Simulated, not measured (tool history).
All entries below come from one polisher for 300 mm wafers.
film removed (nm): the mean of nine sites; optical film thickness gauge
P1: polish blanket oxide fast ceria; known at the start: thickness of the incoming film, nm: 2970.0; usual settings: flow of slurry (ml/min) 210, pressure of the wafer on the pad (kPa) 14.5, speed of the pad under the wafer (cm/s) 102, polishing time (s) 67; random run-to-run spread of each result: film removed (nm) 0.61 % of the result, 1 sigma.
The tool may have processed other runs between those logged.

run,hour,flow of slurry (ml/min),pressure of the wafer on the pad (kPa),speed of the pad under the wafer (cm/s),polishing time (s),wafers polished on this pad,hours since the slurry nozzle was cleaned,hours since the head pressure was calibrated,film removed (nm)
1,13.1,210,14.5,102,67,610,262.7,220,732.11
2,26.3,210,14.5,102,67,727,275.9,233.2,733.18
# hour 29.2: head pressure recalibrated
3,40.9,210,14.5,102,67,855,290.5,11.7,729.83
4,50.9,210,14.5,102,67,943,300.5,21.7,736.11
5,65.3,300,14.5,102,67,1070,314.9,36.1,760.12
6,75.7,125,14.5,102,67,1161,325.3,46.5,678.46
7,87.8,210,14.5,102,103,1267,337.4,58.6,1128.5
8,97.8,280,14.5,58,67,1355,347.4,68.6,437.55
9,109.1,210,14.5,160,67,1455,358.7,79.9,1165.8
10,120.4,210,14.5,102,47,1554,370,91.2,514.45
11,133.8,210,14.5,102,67,1672,383.4,104.6,737.4
12,142,210,14.5,102,67,1744,391.6,112.8,734.3
13,155.9,210,14.5,52,67,1866,405.5,126.7,373.31
14,169,210,6.9,102,67,1982,418.6,139.8,352.67
15,177.5,210,21.4,102,67,2056,427.1,148.3,1104.4
16,188.5,210,14.5,102,67,2153,438.1,159.3,729.6
17,196.9,210,14.5,102,67,2227,446.5,167.7,732.77
18,208.4,210,14.5,102,67,2328,458,179.2,721.2
19,218.1,210,14.5,102,67,2413,467.7,188.9,716.55
20,225.9,210,14.5,102,67,2482,475.5,196.7,705.64
21,240.9,210,14.5,102,67,2614,490.5,211.7,704.74
22,253.9,210,14.5,102,67,2728,503.5,224.7,698.48
# hour 262.9: worn pad replaced by a new one
23,265.9,210,14.5,102,67,26,515.5,236.7,698.82
24,278.8,210,14.5,102,67,140,528.4,249.6,696.79
25,292,210,14.5,102,67,256,541.6,262.8,697.59
26,305.3,210,14.5,102,67,373,554.9,276.1,701.2
27,314.4,210,14.5,102,67,453,564,285.2,691.02

The log shows P1 creeping away from where it was. Any of the 2 causes listed here, at the size stated for it, fits the log just as well as the others:
A: head's pressure below its setpoint, % = 5.36
B: slurry flow missing at the pad, % = 30.8
The onset of the drift is placed at about hour 188.5.
Each remaining cause and why it is not a fit:
removal rate lost through wear of the pad, %: serviced at hour 262.9, after the change had begun; the process did not return to its earlier output

Below are 4 check runs, each averaged over 2 wafers, with their results shown as question marks. Which of them would give clearly different results depending on which cause is behind the drift?
check 1,323.5,210,14.5,128,54,,,,?
check 2,323.5,210,11.7,102,91,,,,?
check 3,323.5,125,14.5,60,67,,,,?
check 4,323.5,210,20.7,124,67,,,,?

How each check would come out, cause by cause:
check,result,if A,if B
check 1,film removed (nm),703.84,703.92
check 2,film removed (nm),765.15,765.23
check 3,film removed (nm),376.58,364.31
check 4,film removed (nm),1208.6,1208.7
Gap, in per cent, between the two causes that each check separates least, read from the result that separates them most: check 1 0.01 %; check 2 0.01 %; check 3 3.31 %; check 4 0.01 %
Of the check runs offered, only check 3 discriminates between the causes; the rest would read about the same regardless of which cause applies.

Here is what check 3 returned: film removed (nm) 363.86. Which cause is it?

It was cause B: slurry flow missing at the pad, %.
